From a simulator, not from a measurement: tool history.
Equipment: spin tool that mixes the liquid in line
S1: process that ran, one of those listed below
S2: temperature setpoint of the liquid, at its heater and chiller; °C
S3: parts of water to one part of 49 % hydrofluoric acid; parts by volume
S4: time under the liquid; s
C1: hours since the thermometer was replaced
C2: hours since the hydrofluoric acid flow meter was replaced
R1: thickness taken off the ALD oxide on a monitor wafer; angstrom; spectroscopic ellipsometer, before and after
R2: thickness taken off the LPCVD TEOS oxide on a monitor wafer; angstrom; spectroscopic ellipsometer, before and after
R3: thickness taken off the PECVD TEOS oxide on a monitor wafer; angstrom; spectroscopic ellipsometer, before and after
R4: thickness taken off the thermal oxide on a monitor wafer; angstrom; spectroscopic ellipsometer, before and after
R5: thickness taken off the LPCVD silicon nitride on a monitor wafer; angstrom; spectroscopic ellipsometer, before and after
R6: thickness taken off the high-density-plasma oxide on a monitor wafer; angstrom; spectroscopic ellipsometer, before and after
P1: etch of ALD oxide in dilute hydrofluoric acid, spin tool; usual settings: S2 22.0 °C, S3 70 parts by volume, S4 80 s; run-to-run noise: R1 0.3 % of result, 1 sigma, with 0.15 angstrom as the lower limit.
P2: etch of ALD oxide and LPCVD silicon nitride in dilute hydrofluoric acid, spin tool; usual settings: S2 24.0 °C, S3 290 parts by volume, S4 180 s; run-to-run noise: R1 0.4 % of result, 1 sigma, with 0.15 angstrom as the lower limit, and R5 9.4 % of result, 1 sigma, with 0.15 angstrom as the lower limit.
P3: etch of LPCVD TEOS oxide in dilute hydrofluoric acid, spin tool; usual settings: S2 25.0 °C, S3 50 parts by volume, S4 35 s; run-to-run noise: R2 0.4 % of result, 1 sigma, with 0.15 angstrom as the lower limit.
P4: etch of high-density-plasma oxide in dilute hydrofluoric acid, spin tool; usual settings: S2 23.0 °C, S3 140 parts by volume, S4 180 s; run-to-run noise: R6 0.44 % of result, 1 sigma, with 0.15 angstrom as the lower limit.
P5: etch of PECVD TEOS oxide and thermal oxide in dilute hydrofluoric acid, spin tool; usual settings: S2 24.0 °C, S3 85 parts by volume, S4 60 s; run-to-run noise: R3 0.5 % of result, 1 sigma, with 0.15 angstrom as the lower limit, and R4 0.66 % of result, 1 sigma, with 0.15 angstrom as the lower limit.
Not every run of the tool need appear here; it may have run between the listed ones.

run,hour,S1,S2,S3,S4,C1,C2,R1,R2,R3,R4,R5,R6
1,12.1,P1,22.0,70,80,413.3,1310.5,212.120,,,,,
2,20.7,P1,17.0,70,135,421.9,1319.1,290.760,,,,,
3,28.5,P3,25.0,50,35,429.7,1326.9,,130.760,,,,
4,41.8,P1,22.0,70,15,443.0,1340.2,40.138,,,,,
5,49.6,P3,25.0,50,35,450.8,1348.0,,131.980,,,,
6,58.5,P5,24.0,85,60,459.7,1356.9,,,62.591,36.2880,,
7,65.3,P3,25.0,85,35,466.5,1363.7,,74.308,,,,
8,76.4,P5,17.0,85,60,477.6,1374.8,,,47.142,27.1110,,
# hour 88.8: hydrofluoric acid flow meter replaced
9,89.7,P1,22.0,30,80,490.9,0.9,523.860,,,,,
10,96.1,P2,24.0,290,180,497.3,7.3,128.840,,,,2.3771,
11,103.3,P1,17.0,70,120,504.5,14.5,260.390,,,,,
12,113.3,P1,22.0,70,80,514.5,24.5,212.190,,,,,
13,124.7,P5,24.0,85,15,525.9,35.9,,,15.887,9.0948,,
14,135.2,P1,22.0,70,80,536.4,46.4,213.870,,,,,
15,146.4,P1,22.0,70,80,547.6,57.6,213.520,,,,,
16,155.6,P2,24.0,420,180,556.8,66.8,79.071,,,,1.8306,
17,166.5,P1,22.0,100,120,567.7,77.7,216.870,,,,,
18,174.0,P4,17.0,140,180,575.2,85.2,,,,,,59.249
19,180.0,P5,24.0,115,60,581.2,91.2,,,44.917,25.3500,,
20,190.0,P1,22.0,70,80,591.2,101.2,212.120,,,,,
21,202.1,P3,17.0,50,35,603.3,113.3,,94.508,,,,
22,213.8,P1,22.0,125,80,615.0,125.0,111.830,,,,,
23,227.2,P2,24.0,290,180,628.4,138.4,130.360,,,,2.2771,
24,240.7,P1,22.0,70,80,641.9,151.9,212.010,,,,,
25,248.8,P2,29.5,290,180,650.0,160.0,154.610,,,,4.6538,
26,255.3,P4,23.0,140,345,656.5,166.5,,,,,,145.980
27,261.9,P3,25.0,50,15,663.1,173.1,,56.683,,,,
28,274.0,P4,23.0,140,180,675.2,185.2,,,,,,74.984
29,281.7,P1,18.0,70,80,682.9,192.9,180.290,,,,,
30,294.6,P2,24.0,290,335,695.8,205.8,240.900,,,,4.8456,
31,303.5,P1,26.5,70,80,704.7,214.7,255.490,,,,,
32,311.7,P1,22.0,70,145,712.9,222.9,387.280,,,,,
33,325.1,P4,23.0,90,180,726.3,236.3,,,,,,125.910
34,338.6,P1,22.0,70,80,739.8,249.8,213.160,,,,,
35,347.7,P1,22.0,70,80,748.9,258.9,219.840,,,,,
36,358.5,P1,22.0,70,80,759.7,269.7,223.850,,,,,
37,368.8,P1,22.0,70,80,770.0,280.0,228.060,,,,,
38,375.1,P1,22.0,70,80,776.3,286.3,230.170,,,,,
39,381.6,P1,22.0,70,80,782.8,292.8,229.190,,,,,
40,394.0,P1,22.0,70,80,795.2,305.2,233.030,,,,,
41,400.8,P1,22.0,70,80,802.0,312.0,232.310,,,,,
42,412.9,P1,22.0,70,80,814.1,324.1,230.790,,,,,
43,418.9,P1,22.0,70,80,820.1,330.1,234.380,,,,,
44,431.9,P1,22.0,70,80,833.1,343.1,232.390,,,,,

P1 no longer gives what it gave before; its output has crept away from where it was. The following 2 causes, each at its listed size, fit the log equally well:
A: hydrofluoric acid flow above the setpoint (%) = 8.55
B: liquid hotter than its thermometer reads (K) = 2.18
The creep began at about hour 338.6.

4 check runs are offered, one wafer each, their results left as question marks. Which one tells the causes apart?
check 1,444.9,P4,17.0,140,180,,,,,,,,?
check 2,444.9,P3,25.0,75,15,,,,?,,,,
check 3,444.9,P2,28.0,420,180,,,?,,,,?,
check 4,444.9,P5,17.5,85,20,,,,,?,?,,

Outcome of each check run for each possible cause:
check,result,if A,if B
check 1,R6,65.419,65.155
check 2,R2,39.884,39.748
check 3,R1,100.600,95.904
check 3,R5,2.5588,2.6575
check 4,R3,17.617,17.656
check 4,R4,9.9978,10.0200
Separation of the two closest causes in each check, using whichever result separates them best: check 1 0.4 %; check 2 0.34 %; check 3 4.78 %; check 4 0.22 %
Check 3 is the one run that separates the causes; every other check would come out nearly the same whichever cause is at work.

Running check 3 produced the following: R1 95.939 angstrom; R5 2.7158 angstrom. Which one of the listed causes fits?

The cause is B: liquid hotter than its thermometer reads (K).

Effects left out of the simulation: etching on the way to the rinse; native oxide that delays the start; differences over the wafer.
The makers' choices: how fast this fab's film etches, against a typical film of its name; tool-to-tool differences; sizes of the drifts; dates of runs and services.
